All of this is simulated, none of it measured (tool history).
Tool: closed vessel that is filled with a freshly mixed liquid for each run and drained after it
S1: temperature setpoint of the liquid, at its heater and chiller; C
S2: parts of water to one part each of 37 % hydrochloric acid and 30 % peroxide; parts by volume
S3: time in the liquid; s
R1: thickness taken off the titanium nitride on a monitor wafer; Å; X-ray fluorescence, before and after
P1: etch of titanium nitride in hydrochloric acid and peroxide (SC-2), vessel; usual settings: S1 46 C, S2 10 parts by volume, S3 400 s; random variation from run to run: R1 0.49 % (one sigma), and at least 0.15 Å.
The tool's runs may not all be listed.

run,hour,S1,S2,S3,R1
1,4.9,46,10,400,41.088
2,12.3,35,10,30,1.6078
3,21.4,46,4,400,83.915
4,26.8,58.5,15.5,400,65.254
5,33.4,46,10,30,3.1456
6,41.2,46,10,400,41.792
7,48.2,46,10,690,72.275
8,56.7,46,10,400,41.532
9,61.1,61.5,10,400,114.25
10,70,46,16,400,27.831
11,78.3,46,10,400,41.457
12,85.7,35,10,400,19.336
13,92.6,46,10,400,42.095
14,100.1,46,10,400,40.286
15,104.8,46,10,400,39.512
16,111.6,46,10,400,38.624
17,120,46,10,400,38.391
18,123.9,46,10,400,38.181
19,132.4,46,10,400,38.251
# hour 134.7: new drum of peroxide connected
20,140.7,46,10,400,37.832
21,146.2,46,10,400,37.653
22,150.6,46,10,400,37.879
23,159.5,46,10,400,37.943
24,165.8,46,10,400,37.101

What P1 gives has crept away from where it was. These 2 causes fit the log equally well, each at the size given:
A: liquid colder than its thermometer reads (K) = 1.44
B: chemicals flow below the setpoint (%) = 11.1
The creep began at about hour 92.6.
Why every other cause is out:
peroxide weaker than its label (%): serviced at hour 134.7, which brought nothing back

4 check runs are offered, each on 5 wafers whose results are averaged, their results left as question marks. Which one tells the causes apart?
check 1,172.1,46,15.5,675,?
check 2,172.1,37,4,400,?
check 3,172.1,35,10,45,?
check 4,172.1,61,5.5,400,?

What each check would give under each cause:
check,result,if A,if B
check 1,R1,43.675,43.414
check 2,R1,39.847,40.849
check 3,R1,1.9348,1.9486
check 4,R1,162.2,162.62
How far apart the two closest causes lie, in the result that separates them most: check 1 0.6 %; check 2 2.48 %; check 3 0.71 %; check 4 0.25 %
Only check 2 tells the causes apart: in the others they would give nearly the same result.

Check 2 was then run and gave: R1 40.834 Å. Which cause is it?

It is B: chemicals flow below the setpoint (%).
